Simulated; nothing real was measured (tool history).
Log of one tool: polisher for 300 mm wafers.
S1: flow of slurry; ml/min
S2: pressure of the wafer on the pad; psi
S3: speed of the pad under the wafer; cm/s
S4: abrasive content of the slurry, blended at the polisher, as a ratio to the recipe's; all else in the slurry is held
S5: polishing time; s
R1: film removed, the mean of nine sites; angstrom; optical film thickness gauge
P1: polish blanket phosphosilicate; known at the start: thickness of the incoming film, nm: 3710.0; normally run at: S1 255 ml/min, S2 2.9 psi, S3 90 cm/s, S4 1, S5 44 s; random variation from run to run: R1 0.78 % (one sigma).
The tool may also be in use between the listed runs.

Run 1, day 0.467: S1 255 ml/min, S2 2.9 psi, S3 90 cm/s, S4 1, S5 44 s. Result: R1 3447.2 angstrom.
Run 2, day 1.188: S1 255 ml/min, S2 2.9 psi, S3 90 cm/s, S4 1, S5 44 s. Result: R1 3479.3 angstrom.
Run 3, day 1.65: S1 335 ml/min, S2 1.3 psi, S3 90 cm/s, S4 1, S5 44 s. Result: R1 1594.5 angstrom.
Run 4, day 2.288: S1 255 ml/min, S2 2.9 psi, S3 132 cm/s, S4 1, S5 44 s. Result: R1 4751.5 angstrom.
At day 2.904: conditioning disc replaced and pad reconditioned.
Run 5, day 2.996: S1 255 ml/min, S2 3.7 psi, S3 42 cm/s, S4 1, S5 44 s. Result: R1 2400 angstrom.
Run 6, day 3.442: S1 255 ml/min, S2 2.9 psi, S3 90 cm/s, S4 0.5, S5 44 s. Result: R1 2383.3 angstrom.
Run 7, day 3.9: S1 385 ml/min, S2 2.9 psi, S3 90 cm/s, S4 1, S5 44 s. Result: R1 3637.6 angstrom.
Run 8, day 4.354: S1 255 ml/min, S2 2.9 psi, S3 90 cm/s, S4 1, S5 44 s. Result: R1 3483.7 angstrom.
Run 9, day 4.938: S1 255 ml/min, S2 2.9 psi, S3 90 cm/s, S4 1, S5 60 s. Result: R1 4755.4 angstrom.
Run 10, day 5.417: S1 255 ml/min, S2 2.9 psi, S3 90 cm/s, S4 1.3, S5 44 s. Result: R1 3866.2 angstrom.
Run 11, day 5.883: S1 255 ml/min, S2 1.3 psi, S3 90 cm/s, S4 1, S5 44 s. Result: R1 1561.4 angstrom.
Run 12, day 6.396: S1 255 ml/min, S2 2.9 psi, S3 90 cm/s, S4 1, S5 44 s. Result: R1 3476.1 angstrom.
Run 13, day 6.771: S1 255 ml/min, S2 4.3 psi, S3 90 cm/s, S4 1, S5 44 s. Result: R1 5094.8 angstrom.
Run 14, day 7.338: S1 155 ml/min, S2 2.9 psi, S3 90 cm/s, S4 1, S5 44 s. Result: R1 3277.9 angstrom.
Run 15, day 8.017: S1 255 ml/min, S2 2.9 psi, S3 90 cm/s, S4 1, S5 44 s. Result: R1 3420.8 angstrom.
Run 16, day 8.633: S1 255 ml/min, S2 2.9 psi, S3 90 cm/s, S4 1, S5 20 s. Result: R1 1584 angstrom.
At day 8.667: head pressure recalibrated.
Run 17, day 8.992: S1 255 ml/min, S2 2.9 psi, S3 42 cm/s, S4 1, S5 44 s. Result: R1 1880 angstrom.
Run 18, day 9.358: S1 325 ml/min, S2 2.9 psi, S3 90 cm/s, S4 1.25, S5 44 s. Result: R1 3868.1 angstrom.
Run 19, day 9.704: S1 255 ml/min, S2 2.9 psi, S3 90 cm/s, S4 1, S5 44 s. Result: R1 3435 angstrom.
Run 20, day 10.446: S1 255 ml/min, S2 2.9 psi, S3 90 cm/s, S4 1, S5 44 s. Result: R1 3297.7 angstrom.
Run 21, day 11.117: S1 255 ml/min, S2 2.9 psi, S3 90 cm/s, S4 1, S5 44 s. Result: R1 3321.7 angstrom.
Run 22, day 11.867: S1 255 ml/min, S2 2.9 psi, S3 90 cm/s, S4 1, S5 44 s. Result: R1 3189.5 angstrom.
At day 11.971: slurry nozzle cleaned.
Run 23, day 12.592: S1 255 ml/min, S2 2.9 psi, S3 90 cm/s, S4 1, S5 44 s. Result: R1 3086.4 angstrom.
Run 24, day 12.996: S1 255 ml/min, S2 2.9 psi, S3 90 cm/s, S4 1, S5 44 s. Result: R1 3156.9 angstrom.
At day 13.546: conditioning disc replaced and pad reconditioned.
At day 13.621: worn pad replaced by a new one.
Run 25, day 13.758: S1 255 ml/min, S2 2.9 psi, S3 90 cm/s, S4 1, S5 44 s. Result: R1 3138.6 angstrom.
Run 26, day 14.425: S1 255 ml/min, S2 2.9 psi, S3 90 cm/s, S4 1, S5 44 s. Result: R1 3165.2 angstrom.
Run 27, day 14.996: S1 255 ml/min, S2 2.9 psi, S3 90 cm/s, S4 1, S5 44 s. Result: R1 3101.3 angstrom.

What P1 gives has crept away from where it was. These 2 causes fit the log equally well, each at the size given:
A: abrasive missing from the slurry, % = 19.6
B: head's pressure below its setpoint, % = 9.98
The creep began at about day 9.704.
Why every other cause is out:
removal rate lost through wear of the pad, %: serviced at day 13.621, which brought nothing back
slurry flow missing at the pad, %: serviced at day 11.971, which brought nothing back
time polished since the conditioner stopped cutting, s: serviced at day 13.546, which brought nothing back

4 check runs are offered, each on 3 wafers whose results are averaged, their results left as question marks. Which one tells the causes apart?
Run check 1, day 15.567: S1 255 ml/min, S2 4.3 psi, S3 48 cm/s, S4 1, S5 44 s. Result: R1 ?.
Run check 2, day 15.567: S1 255 ml/min, S2 2.9 psi, S3 50 cm/s, S4 1, S5 29 s. Result: R1 ?.
Run check 3, day 15.567: S1 155 ml/min, S2 1.3 psi, S3 90 cm/s, S4 1, S5 44 s. Result: R1 ?.
Run check 4, day 15.567: S1 255 ml/min, S2 2.9 psi, S3 90 cm/s, S4 0.55, S5 30 s. Result: R1 ?.

What each check would give under each cause:
  check  result    if A    if B
check 1      R1  2800.8  2800.7
check 2      R1  1286.3  1286.2
check 3      R1  1309.3  1309.3
check 4      R1  1503.4  1552.2
How far apart the two closest causes lie, in the result that separates them most: check 1 0 %; check 2 0 %; check 3 0 %; check 4 3.19 %
Check 4 tells the causes apart: in the others they would give nearly the same result.

Then check 4 was run and gave: R1 1510.7 angstrom. Which cause is it?

It is A: abrasive missing from the slurry, %.
